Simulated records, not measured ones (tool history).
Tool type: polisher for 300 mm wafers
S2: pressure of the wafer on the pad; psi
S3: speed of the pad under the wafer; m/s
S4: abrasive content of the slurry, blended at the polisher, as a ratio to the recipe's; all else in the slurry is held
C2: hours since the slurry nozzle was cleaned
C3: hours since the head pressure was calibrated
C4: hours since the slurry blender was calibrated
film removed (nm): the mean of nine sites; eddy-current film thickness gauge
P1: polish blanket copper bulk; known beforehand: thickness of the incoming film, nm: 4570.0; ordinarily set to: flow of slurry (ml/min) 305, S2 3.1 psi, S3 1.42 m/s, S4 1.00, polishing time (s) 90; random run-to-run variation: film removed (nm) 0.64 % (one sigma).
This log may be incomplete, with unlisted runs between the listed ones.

Run 1, hour 13.9: flow of slurry (ml/min) 305, S2 3.1 psi, S3 1.42 m/s, S4 1.00, polishing time (s) 90; wafers polished on this pad 941; C2 92.5; C3 246.1; C4 217.4. Result: film removed (nm) 1134.40.
Run 2, hour 22.3: flow of slurry (ml/min) 465, S2 3.1 psi, S3 1.42 m/s, S4 1.00, polishing time (s) 90; wafers polished on this pad 995; C2 100.9; C3 254.5; C4 225.8. Result: film removed (nm) 1157.80.
Run 3, hour 38.2: flow of slurry (ml/min) 305, S2 3.1 psi, S3 1.42 m/s, S4 1.00, polishing time (s) 128; wafers polished on this pad 1097; C2 116.8; C3 270.4; C4 241.7. Result: film removed (nm) 1613.60.
Run 4, hour 54.7: flow of slurry (ml/min) 305, S2 3.1 psi, S3 0.76 m/s, S4 1.00, polishing time (s) 55; wafers polished on this pad 1203; C2 133.3; C3 286.9; C4 258.2. Result: film removed (nm) 367.99.
Run 5, hour 68.3: flow of slurry (ml/min) 305, S2 3.1 psi, S3 1.42 m/s, S4 1.00, polishing time (s) 90; wafers polished on this pad 1290; C2 146.9; C3 300.5; C4 271.8. Result: film removed (nm) 1134.90.
Run 6, hour 81.3: flow of slurry (ml/min) 305, S2 3.1 psi, S3 0.86 m/s, S4 1.00, polishing time (s) 90; wafers polished on this pad 1373; C2 159.9; C3 313.5; C4 284.8. Result: film removed (nm) 681.63.
Run 7, hour 95.8: flow of slurry (ml/min) 305, S2 4.7 psi, S3 1.42 m/s, S4 1.00, polishing time (s) 90; wafers polished on this pad 1466; C2 174.4; C3 328.0; C4 299.3. Result: film removed (nm) 1716.70.
Run 8, hour 110.7: flow of slurry (ml/min) 305, S2 3.1 psi, S3 1.42 m/s, S4 1.25, polishing time (s) 90; wafers polished on this pad 1562; C2 189.3; C3 342.9; C4 314.2. Result: film removed (nm) 1173.20.
Run 9, hour 118.0: flow of slurry (ml/min) 305, S2 3.1 psi, S3 1.42 m/s, S4 1.00, polishing time (s) 90; wafers polished on this pad 1608; C2 196.6; C3 350.2; C4 321.5. Result: film removed (nm) 1139.20.
Run 10, hour 127.6: flow of slurry (ml/min) 305, S2 3.1 psi, S3 1.42 m/s, S4 1.00, polishing time (s) 90; wafers polished on this pad 1670; C2 206.2; C3 359.8; C4 331.1. Result: film removed (nm) 1125.10.
Run 11, hour 142.6: flow of slurry (ml/min) 305, S2 1.4 psi, S3 1.42 m/s, S4 1.00, polishing time (s) 90; wafers polished on this pad 1766; C2 221.2; C3 374.8; C4 346.1. Result: film removed (nm) 508.59.
Run 12, hour 153.3: flow of slurry (ml/min) 305, S2 3.1 psi, S3 2.20 m/s, S4 1.00, polishing time (s) 90; wafers polished on this pad 1834; C2 231.9; C3 385.5; C4 356.8. Result: film removed (nm) 1756.40.
Run 13, hour 167.5: flow of slurry (ml/min) 305, S2 3.1 psi, S3 1.42 m/s, S4 1.00, polishing time (s) 90; wafers polished on this pad 1925; C2 246.1; C3 399.7; C4 371.0. Result: film removed (nm) 1112.90.
Run 14, hour 183.3: flow of slurry (ml/min) 305, S2 3.1 psi, S3 1.42 m/s, S4 0.60, polishing time (s) 90; wafers polished on this pad 2027; C2 261.9; C3 415.5; C4 386.8. Result: film removed (nm) 1017.80.
At hour 191.4: head pressure recalibrated.
Run 15, hour 196.2: flow of slurry (ml/min) 195, S2 3.1 psi, S3 1.96 m/s, S4 1.00, polishing time (s) 90; wafers polished on this pad 2109; C2 274.8; C3 4.9; C4 399.7. Result: film removed (nm) 1475.00.
Run 16, hour 203.7: flow of slurry (ml/min) 185, S2 3.1 psi, S3 1.42 m/s, S4 1.00, polishing time (s) 90; wafers polished on this pad 2157; C2 282.3; C3 12.4; C4 407.2. Result: film removed (nm) 1071.10.
Run 17, hour 215.3: flow of slurry (ml/min) 305, S2 3.1 psi, S3 1.42 m/s, S4 1.00, polishing time (s) 40; wafers polished on this pad 2232; C2 293.9; C3 24.0; C4 418.8. Result: film removed (nm) 498.71.
Run 18, hour 223.2: flow of slurry (ml/min) 305, S2 3.1 psi, S3 1.42 m/s, S4 1.00, polishing time (s) 90; wafers polished on this pad 2282; C2 301.8; C3 31.9; C4 426.7. Result: film removed (nm) 1136.20.
Run 19, hour 231.6: flow of slurry (ml/min) 305, S2 3.1 psi, S3 1.42 m/s, S4 1.00, polishing time (s) 90; wafers polished on this pad 2336; C2 310.2; C3 40.3; C4 435.1. Result: film removed (nm) 1118.50.
Run 20, hour 240.8: flow of slurry (ml/min) 305, S2 3.1 psi, S3 1.42 m/s, S4 1.00, polishing time (s) 90; wafers polished on this pad 2395; C2 319.4; C3 49.5; C4 444.3. Result: film removed (nm) 1120.40.
Run 21, hour 253.0: flow of slurry (ml/min) 305, S2 3.1 psi, S3 1.42 m/s, S4 1.00, polishing time (s) 90; wafers polished on this pad 2473; C2 331.6; C3 61.7; C4 456.5. Result: film removed (nm) 1092.70.
Run 22, hour 263.4: flow of slurry (ml/min) 305, S2 3.1 psi, S3 1.42 m/s, S4 1.00, polishing time (s) 90; wafers polished on this pad 2540; C2 342.0; C3 72.1; C4 466.9. Result: film removed (nm) 1096.90.
At hour 272.5: slurry blender recalibrated.
Run 23, hour 273.5: flow of slurry (ml/min) 305, S2 3.1 psi, S3 1.42 m/s, S4 1.00, polishing time (s) 90; wafers polished on this pad 2605; C2 352.1; C3 82.2; C4 1.0. Result: film removed (nm) 1090.30.
At hour 274.4: worn pad replaced by a new one.
Run 24, hour 288.2: flow of slurry (ml/min) 305, S2 3.1 psi, S3 1.42 m/s, S4 1.00, polishing time (s) 90; wafers polished on this pad 88; C2 366.8; C3 96.9; C4 15.7. Result: film removed (nm) 1081.70.
Run 25, hour 303.7: flow of slurry (ml/min) 305, S2 3.1 psi, S3 1.42 m/s, S4 1.00, polishing time (s) 90; wafers polished on this pad 188; C2 382.3; C3 112.4; C4 31.2. Result: film removed (nm) 1076.10.
Run 26, hour 316.6: flow of slurry (ml/min) 305, S2 3.1 psi, S3 1.42 m/s, S4 1.00, polishing time (s) 90; wafers polished on this pad 270; C2 395.2; C3 125.3; C4 44.1. Result: film removed (nm) 1082.10.
Run 27, hour 324.3: flow of slurry (ml/min) 305, S2 3.1 psi, S3 1.42 m/s, S4 1.00, polishing time (s) 90; wafers polished on this pad 320; C2 402.9; C3 133.0; C4 51.8. Result: film removed (nm) 1055.70.
Run 28, hour 331.7: flow of slurry (ml/min) 305, S2 3.1 psi, S3 1.42 m/s, S4 1.00, polishing time (s) 90; wafers polished on this pad 367; C2 410.3; C3 140.4; C4 59.2. Result: film removed (nm) 1072.60.

Compared with where it was, what P1 gives has crept away. Each cause listed below fits the log as well as the rest, at the size given for it:
A: slurry flow missing at the pad, % = 36.9
B: head's pressure below its setpoint, % = 4.98
Creep in the process output first set in at about hour 231.6.
Each remaining cause and why it is not a fit:
removal rate lost through wear of the pad, %: maintenance at hour 274.4, after the shift began, did not return the process to its former output
abrasive missing from the slurry, %: maintenance at hour 272.5, after the shift began, did not return the process to its former output

Which of the check runs below tells the causes apart, meaning the causes would give it clearly different results? Each run uses 3 wafers whose results are averaged, and each result is shown as a question mark.
Run check 1, hour 339.1: flow of slurry (ml/min) 185, S2 3.1 psi, S3 1.00 m/s, S4 1.00, polishing time (s) 90. Result: film removed (nm) ?.
Run check 2, hour 339.1: flow of slurry (ml/min) 305, S2 3.1 psi, S3 2.20 m/s, S4 1.00, polishing time (s) 90. Result: film removed (nm) ?.
Run check 3, hour 339.1: flow of slurry (ml/min) 305, S2 4.6 psi, S3 2.08 m/s, S4 1.00, polishing time (s) 90. Result: film removed (nm) ?.
Run check 4, hour 339.1: flow of slurry (ml/min) 305, S2 3.1 psi, S3 1.42 m/s, S4 1.00, polishing time (s) 49. Result: film removed (nm) ?.

How each check would come out, cause by cause:
  check             result     if A     if B
check 1  film removed (nm)   690.92   712.30
check 2  film removed (nm)  1658.30  1658.30
check 3  film removed (nm)  2326.50  2326.50
check 4  film removed (nm)   582.75   582.76
Separation of the two closest causes in each check, using whichever result separates them best: check 1 3.05 %; check 2 0 %; check 3 0 %; check 4 0 %
Only check 1 tells the causes apart: in the others they would give nearly the same result.

Check 1 was then run and gave: film removed (nm) 686.01. Which cause is it?

The correct cause is A, namely: slurry flow missing at the pad, %.

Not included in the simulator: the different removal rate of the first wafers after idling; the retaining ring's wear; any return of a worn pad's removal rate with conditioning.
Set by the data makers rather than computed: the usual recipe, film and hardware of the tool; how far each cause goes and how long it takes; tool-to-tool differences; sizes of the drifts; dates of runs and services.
